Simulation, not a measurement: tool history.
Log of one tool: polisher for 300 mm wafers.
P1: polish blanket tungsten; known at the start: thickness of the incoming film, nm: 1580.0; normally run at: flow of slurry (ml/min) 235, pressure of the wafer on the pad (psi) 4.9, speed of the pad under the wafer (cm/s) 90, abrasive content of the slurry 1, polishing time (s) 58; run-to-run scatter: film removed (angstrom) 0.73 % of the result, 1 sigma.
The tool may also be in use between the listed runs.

run,hour,flow of slurry (ml/min),pressure of the wafer on the pad (psi),speed of the pad under the wafer (cm/s),abrasive content of the slurry,polishing time (s),film removed (angstrom)
1,3.4,235,4.9,90,1,58,2958.4
2,7.9,235,4.9,90,1,35,1765.4
3,14.6,235,4.9,90,1,89,4494.1
4,20.7,235,4.9,44,1.4,58,1555.8
5,26.8,235,4.9,90,1,58,2922
6,31.3,235,4.9,90,1,58,2877.7
7,35.6,235,4.9,90,1.5,58,3223.6
8,40.6,235,4.9,90,1,58,2915
9,47.2,235,4.9,90,0.75,58,2724
10,50.5,140,4.9,90,1,58,2704.3
# hour 53.4: slurry nozzle cleaned
11,56.3,235,7.2,90,1,58,4307.5
12,62.7,235,4.9,90,1,58,2933.1
13,67.4,235,2.5,90,1,58,1516.2
14,73.9,365,4.9,90,1,58,3075.2
15,78.7,235,4.9,40,1,58,1301.7
16,84.6,235,4.9,90,1,58,2906.9
17,90.3,235,4.9,138,1,58,4458.1
18,95.6,235,4.9,90,1,58,2913.2
19,99.5,235,4.9,90,1,58,2861.5
20,104.6,235,4.9,90,1,58,2842.5

Run 21 comes next. What will it give?
21,111.2,235,4.9,90,1,58,?

{"run 21": {"film removed (angstrom)": 2824.7}}

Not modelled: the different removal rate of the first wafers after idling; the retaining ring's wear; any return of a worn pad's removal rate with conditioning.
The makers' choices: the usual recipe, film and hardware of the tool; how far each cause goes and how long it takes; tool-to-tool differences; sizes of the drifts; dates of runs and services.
